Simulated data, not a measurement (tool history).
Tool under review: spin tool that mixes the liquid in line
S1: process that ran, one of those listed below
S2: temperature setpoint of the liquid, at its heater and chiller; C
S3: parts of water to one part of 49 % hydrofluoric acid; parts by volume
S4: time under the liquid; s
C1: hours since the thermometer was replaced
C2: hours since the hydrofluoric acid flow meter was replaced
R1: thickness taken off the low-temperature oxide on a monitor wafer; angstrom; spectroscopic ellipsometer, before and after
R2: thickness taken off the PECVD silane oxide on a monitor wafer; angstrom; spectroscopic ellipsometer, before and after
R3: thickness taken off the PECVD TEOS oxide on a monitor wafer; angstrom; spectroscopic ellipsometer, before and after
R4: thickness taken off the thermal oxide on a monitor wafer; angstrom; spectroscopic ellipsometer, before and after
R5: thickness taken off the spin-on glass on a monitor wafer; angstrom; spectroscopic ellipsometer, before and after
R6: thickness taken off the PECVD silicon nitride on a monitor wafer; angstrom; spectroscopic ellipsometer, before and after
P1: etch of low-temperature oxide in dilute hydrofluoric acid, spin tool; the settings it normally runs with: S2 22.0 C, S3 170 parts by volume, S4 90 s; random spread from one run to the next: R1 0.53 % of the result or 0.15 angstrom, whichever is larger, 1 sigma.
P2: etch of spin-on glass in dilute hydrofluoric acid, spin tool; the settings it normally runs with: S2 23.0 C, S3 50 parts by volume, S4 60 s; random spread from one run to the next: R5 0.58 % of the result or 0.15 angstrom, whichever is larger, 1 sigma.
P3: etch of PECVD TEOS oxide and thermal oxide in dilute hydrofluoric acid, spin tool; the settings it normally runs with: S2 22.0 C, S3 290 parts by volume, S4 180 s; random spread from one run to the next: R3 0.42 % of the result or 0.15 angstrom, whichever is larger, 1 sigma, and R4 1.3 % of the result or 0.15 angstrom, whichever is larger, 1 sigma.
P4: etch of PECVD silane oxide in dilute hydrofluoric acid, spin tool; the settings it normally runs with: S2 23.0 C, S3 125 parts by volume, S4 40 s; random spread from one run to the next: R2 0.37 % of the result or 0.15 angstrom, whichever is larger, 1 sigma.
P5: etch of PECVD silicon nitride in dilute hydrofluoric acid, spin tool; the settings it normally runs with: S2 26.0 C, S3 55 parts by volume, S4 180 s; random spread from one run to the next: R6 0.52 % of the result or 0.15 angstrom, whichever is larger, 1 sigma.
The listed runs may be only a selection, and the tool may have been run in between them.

| run | hour | S1 | S2 | S3 | S4 | C1 | C2 | R1 | R2 | R3 | R4 | R5 | R6 |
|---|---|---|---|---|---|---|---|---|---|---|---|---|---|
| 1 | 2.2 | P1 | 22.0 | 170 | 90 | 1265.1 | 180.9 | 59.421 |  |  |  |  |  |
| 2 | 6.4 | P4 | 23.0 | 125 | 40 | 1269.3 | 185.1 |  | 85.734 |  |  |  |  |
| 3 | 9.8 | P3 | 17.0 | 290 | 180 | 1272.7 | 188.5 |  |  | 51.094 | 17.0350 |  |  |
| 4 | 14.1 | P2 | 23.0 | 50 | 60 | 1277.0 | 192.8 |  |  |  |  | 538.05 |  |
| 5 | 17.1 | P1 | 22.0 | 170 | 90 | 1280.0 | 195.8 | 58.916 |  |  |  |  |  |
| 6 | 21.9 | P4 | 23.0 | 125 | 15 | 1284.8 | 200.6 |  | 32.216 |  |  |  |  |
| 7 | 25.3 | P5 | 26.0 | 55 | 180 | 1288.2 | 204.0 |  |  |  |  |  | 95.615 |
| 8 | 27.5 | P5 | 26.0 | 20 | 180 | 1290.4 | 206.2 |  |  |  |  |  | 257.090 |
| 9 | 29.8 | P5 | 22.0 | 55 | 180 | 1292.7 | 208.5 |  |  |  |  |  | 74.394 |
| 10 | 34.1 | P3 | 22.0 | 400 | 180 | 1297.0 | 212.8 |  |  | 40.532 | 13.2390 |  |  |
| 11 | 38.2 | P4 | 17.0 | 125 | 40 | 1301.1 | 216.9 |  | 67.254 |  |  |  |  |
| 12 | 41.8 | P1 | 18.0 | 85 | 90 | 1304.7 | 220.5 | 110.880 |  |  |  |  |  |
| 13 | 44.8 | P3 | 22.0 | 290 | 180 | 1307.7 | 223.5 |  |  | 61.342 | 20.1540 |  |  |
| 14 | 48.9 | P1 | 22.0 | 70 | 90 | 1311.8 | 227.6 | 158.960 |  |  |  |  |  |
| 15 | 53.7 | P4 | 23.0 | 125 | 40 | 1316.6 | 232.4 |  | 85.771 |  |  |  |  |
| 16 | 56.5 | P1 | 22.0 | 235 | 90 | 1319.4 | 235.2 | 40.270 |  |  |  |  |  |
| 17 | 59.2 | P1 | 22.0 | 170 | 40 | 1322.1 | 237.9 | 26.345 |  |  |  |  |  |
| 18 | 61.7 | P1 | 22.0 | 170 | 165 | 1324.6 | 240.4 | 107.760 |  |  |  |  |  |
| 19 | 64.5 | P2 | 23.0 | 50 | 110 | 1327.4 | 243.2 |  |  |  |  | 986.60 |  |
| 20 | 66.9 | P1 | 22.0 | 170 | 90 | 1329.8 | 245.6 | 59.112 |  |  |  |  |  |
| 21 | 70.4 | P2 | 23.0 | 20 | 60 | 1333.3 | 249.1 |  |  |  |  | 1403.00 |  |
| 22 | 72.5 | P2 | 17.0 | 50 | 60 | 1335.4 | 251.2 |  |  |  |  | 419.31 |  |
| 23 | 76.7 | P5 | 26.0 | 55 | 180 | 1339.6 | 255.4 |  |  |  |  |  | 96.490 |
| 24 | 81.4 | P1 | 29.5 | 170 | 90 | 1344.3 | 260.1 | 77.829 |  |  |  |  |  |
| 25 | 85.8 | P5 | 26.0 | 55 | 40 | 1348.7 | 264.5 |  |  |  |  |  | 21.641 |
| 26 | 88.0 | P4 | 23.0 | 50 | 40 | 1350.9 | 266.7 |  | 236.690 |  |  |  |  |
| 27 | 91.1 | P1 | 22.0 | 170 | 90 | 1354.0 | 269.8 | 59.072 |  |  |  |  |  |
| 28 | 94.7 | P3 | 22.0 | 290 | 50 | 1357.6 | 273.4 |  |  | 17.017 | 5.2813 |  |  |
| 29 | 98.7 | P1 | 17.5 | 170 | 90 | 1361.6 | 277.4 | 49.221 |  |  |  |  |  |
| 30 | 102.9 | P1 | 22.0 | 170 | 90 | 1365.8 | 281.6 | 58.903 |  |  |  |  |  |
| 31 | 107.5 | P1 | 22.0 | 170 | 90 | 1370.4 | 286.2 | 61.300 |  |  |  |  |  |
| 32 | 110.2 | P1 | 22.0 | 170 | 90 | 1373.1 | 288.9 | 60.947 |  |  |  |  |  |

The next listed run, before its measurement:
| 33 | 114.9 | P1 | 22.0 | 170 | 90 | 1377.8 | 293.6 | ? |  |  |  |  |  |

Run 33 yielded R1 61.940 angstrom.
